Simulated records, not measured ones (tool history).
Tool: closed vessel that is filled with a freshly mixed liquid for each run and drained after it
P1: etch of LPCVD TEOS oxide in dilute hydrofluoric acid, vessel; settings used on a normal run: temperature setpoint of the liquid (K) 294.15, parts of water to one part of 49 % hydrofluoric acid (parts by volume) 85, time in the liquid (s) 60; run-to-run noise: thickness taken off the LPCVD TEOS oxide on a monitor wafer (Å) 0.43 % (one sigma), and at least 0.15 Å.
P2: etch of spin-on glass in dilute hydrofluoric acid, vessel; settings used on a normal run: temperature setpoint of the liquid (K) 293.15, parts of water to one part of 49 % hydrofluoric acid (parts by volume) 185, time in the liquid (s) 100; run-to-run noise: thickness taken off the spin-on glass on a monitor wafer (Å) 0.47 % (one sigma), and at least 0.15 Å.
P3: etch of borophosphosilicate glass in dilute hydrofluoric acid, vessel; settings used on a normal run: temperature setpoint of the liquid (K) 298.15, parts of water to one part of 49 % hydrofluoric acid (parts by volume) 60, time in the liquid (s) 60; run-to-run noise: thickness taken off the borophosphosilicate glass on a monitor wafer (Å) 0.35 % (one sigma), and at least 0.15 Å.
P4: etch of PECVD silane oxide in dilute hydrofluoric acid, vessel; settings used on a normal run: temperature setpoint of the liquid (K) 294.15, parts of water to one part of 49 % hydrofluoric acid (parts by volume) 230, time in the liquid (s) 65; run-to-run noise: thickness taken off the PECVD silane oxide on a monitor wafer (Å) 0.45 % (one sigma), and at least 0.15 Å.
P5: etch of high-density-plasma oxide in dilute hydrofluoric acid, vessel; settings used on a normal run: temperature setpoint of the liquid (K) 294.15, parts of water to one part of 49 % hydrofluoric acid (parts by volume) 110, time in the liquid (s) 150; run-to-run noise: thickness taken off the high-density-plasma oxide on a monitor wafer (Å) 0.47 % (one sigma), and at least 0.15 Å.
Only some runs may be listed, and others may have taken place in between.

| run | hour | process that ran | temperature setpoint of the liquid (K) | parts of water to one part of 49 % hydrofluoric acid (parts by volume) | time in the liquid (s) | hours since the thermometer was replaced | hours since the hydrofluoric acid flow meter was replaced | thickness taken off the LPCVD TEOS oxide on a monitor wafer (Å) | thickness taken off the spin-on glass on a monitor wafer (Å) | thickness taken off the high-density-plasma oxide on a monitor wafer (Å) | thickness taken off the PECVD silane oxide on a monitor wafer (Å) | thickness taken off the borophosphosilicate glass on a monitor wafer (Å) |
|---|---|---|---|---|---|---|---|---|---|---|---|---|
| 1 | 16.3 | P1 | 294.15 | 85 | 60 | 972.7 | 724.1 | 103.31 |  |  |  |  |
| 2 | 26.9 | P1 | 294.15 | 85 | 30 | 983.3 | 734.7 | 51.06 |  |  |  |  |
| 3 | 37.3 | P2 | 293.15 | 185 | 145 | 993.7 | 745.1 |  | 187.94 |  |  |  |
| 4 | 47.2 | P2 | 290.15 | 185 | 100 | 1003.6 | 755 |  | 114.71 |  |  |  |
| 5 | 64.3 | P5 | 301.15 | 110 | 150 | 1020.7 | 772.1 |  |  | 107.69 |  |  |
| 6 | 75.6 | P1 | 294.15 | 85 | 60 | 1032 | 783.4 | 102.41 |  |  |  |  |
| 7 | 93.7 | P1 | 290.15 | 85 | 85 | 1050.1 | 801.5 | 124.18 |  |  |  |  |
| 8 | 111.9 | P1 | 294.15 | 120 | 60 | 1068.3 | 819.7 | 70.165 |  |  |  |  |
| 9 | 121.8 | P5 | 294.15 | 180 | 150 | 1078.2 | 829.6 |  |  | 46.558 |  |  |
| 10 | 137.9 | P1 | 294.15 | 85 | 60 | 1094.3 | 845.7 | 103.2 |  |  |  |  |
| 11 | 155 | P4 | 294.15 | 230 | 30 | 1111.4 | 862.8 |  |  |  | 22.945 |  |
| 12 | 166.9 | P2 | 293.15 | 290 | 100 | 1123.3 | 874.7 |  | 74.797 |  |  |  |
| 13 | 177.2 | P1 | 294.15 | 85 | 60 | 1133.6 | 885 | 102.58 |  |  |  |  |
| 14 | 187.3 | P1 | 294.15 | 85 | 90 | 1143.7 | 895.1 | 154.99 |  |  |  |  |
| 15 | 196.4 | P3 | 290.65 | 60 | 60 | 1152.8 | 904.2 |  |  |  |  | 379.14 |
| 16 | 206.9 | P4 | 294.15 | 230 | 65 | 1163.3 | 914.7 |  |  |  | 49.258 |  |
| 17 | 221.2 | P4 | 294.15 | 230 | 65 | 1177.6 | 929 |  |  |  | 49.68 |  |
| 18 | 235.4 | P4 | 294.15 | 405 | 65 | 1191.8 | 943.2 |  |  |  | 24.048 |  |
| 19 | 252.1 | P3 | 298.15 | 60 | 30 | 1208.5 | 959.9 |  |  |  |  | 258.44 |
| 20 | 268.1 | P2 | 293.15 | 185 | 100 | 1224.5 | 975.9 |  | 129.25 |  |  |  |
| 21 | 283.8 | P3 | 298.15 | 60 | 60 | 1240.2 | 991.6 |  |  |  |  | 518.38 |
| 22 | 294.6 | P1 | 290.15 | 85 | 60 | 1251 | 1002.4 | 87.315 |  |  |  |  |
| 23 | 310.3 | P2 | 293.15 | 185 | 100 | 1266.7 | 1018.1 |  | 131.37 |  |  |  |
| 24 | 322.5 | P4 | 301.65 | 230 | 65 | 1278.9 | 1030.3 |  |  |  | 64.555 |  |
| 25 | 335.9 | P1 | 300.15 | 85 | 100 | 1292.3 | 1043.7 | 216.45 |  |  |  |  |
| 26 | 344.3 | P1 | 301.65 | 85 | 60 | 1300.7 | 1052.1 | 137.89 |  |  |  |  |
| 27 | 357.1 | P5 | 294.15 | 110 | 230 | 1313.5 | 1064.9 |  |  | 127.15 |  |  |
| 28 | 365.7 | P5 | 294.15 | 110 | 150 | 1322.1 | 1073.5 |  |  | 82.465 |  |  |
| 29 | 382.3 | P1 | 294.15 | 20 | 60 | 1338.7 | 1090.1 | 475.26 |  |  |  |  |
| 30 | 395.2 | P3 | 298.15 | 85 | 60 | 1351.6 | 1103 |  |  |  |  | 354 |
| 31 | 408 | P1 | 294.15 | 85 | 60 | 1364.4 | 1115.8 | 102.61 |  |  |  |  |
| 32 | 424.2 | P1 | 294.15 | 85 | 60 | 1380.6 | 1132 | 102.5 |  |  |  |  |
| 33 | 440.3 | P1 | 294.15 | 85 | 60 | 1396.7 | 1148.1 | 106.84 |  |  |  |  |
| 34 | 453.2 | P1 | 294.15 | 85 | 60 | 1409.6 | 1161 | 108.94 |  |  |  |  |
| 35 | 471 | P1 | 294.15 | 85 | 60 | 1427.4 | 1178.8 | 110.67 |  |  |  |  |
| 36 | 480.5 | P1 | 294.15 | 85 | 60 | 1436.9 | 1188.3 | 111.93 |  |  |  |  |
| 37 | 499.2 | P1 | 294.15 | 85 | 60 | 1455.6 | 1207 | 112.81 |  |  |  |  |
| 38 | 517.2 | P1 | 294.15 | 85 | 60 | 1473.6 | 1225 | 114.02 |  |  |  |  |
| 39 | 528.4 | P1 | 294.15 | 85 | 60 | 1484.8 | 1236.2 | 113.53 |  |  |  |  |
| 40 | 540.3 | P1 | 294.15 | 85 | 60 | 1496.7 | 1248.1 | 113.09 |  |  |  |  |

The log shows P1 creeping away from where it was. Any of the 2 causes listed here, at the size stated for it, fits the log just as well as the others:
A: hydrofluoric acid flow above the setpoint (%) = 9.07
B: liquid hotter than its thermometer reads (K) = 2.34
The creep began at about hour 424.2.

4 check runs are offered, each on 2 wafers whose results are averaged, their results left as question marks. Which one tells the causes apart?
| check 1 | 552.2 | P4 | 299.15 | 380 | 65 |  |  |  |  |  | ? |  |
| check 2 | 552.2 | P3 | 298.15 | 80 | 60 |  |  |  |  |  |  | ? |
| check 3 | 552.2 | P5 | 297.65 | 110 | 150 |  |  |  |  | ? |  |  |
| check 4 | 552.2 | P2 | 290.15 | 185 | 100 |  |  |  | ? |  |  |  |

What each check would give under each cause:
| check | result | if A | if B |
|---|---|---|---|
| check 1 | thickness taken off the PECVD silane oxide on a monitor wafer (Å) | 34.794 | 33.341 |
| check 2 | thickness taken off the borophosphosilicate glass on a monitor wafer (Å) | 416.71 | 415.41 |
| check 3 | thickness taken off the high-density-plasma oxide on a monitor wafer (Å) | 104.31 | 103.53 |
| check 4 | thickness taken off the spin-on glass on a monitor wafer (Å) | 127.55 | 126.5 |
Smallest distance between any two causes, each pair judged by its most separating result, in per cent: check 1 4.27 %; check 2 0.31 %; check 3 0.75 %; check 4 0.83 %
Of the check runs offered, only check 1 discriminates between the causes; the rest would read about the same regardless of which cause applies.

Check 1 has now been run. It gave: thickness taken off the PECVD silane oxide on a monitor wafer (Å) 33.368. Which of the candidate causes is it?

It was cause B: liquid hotter than its thermometer reads (K).
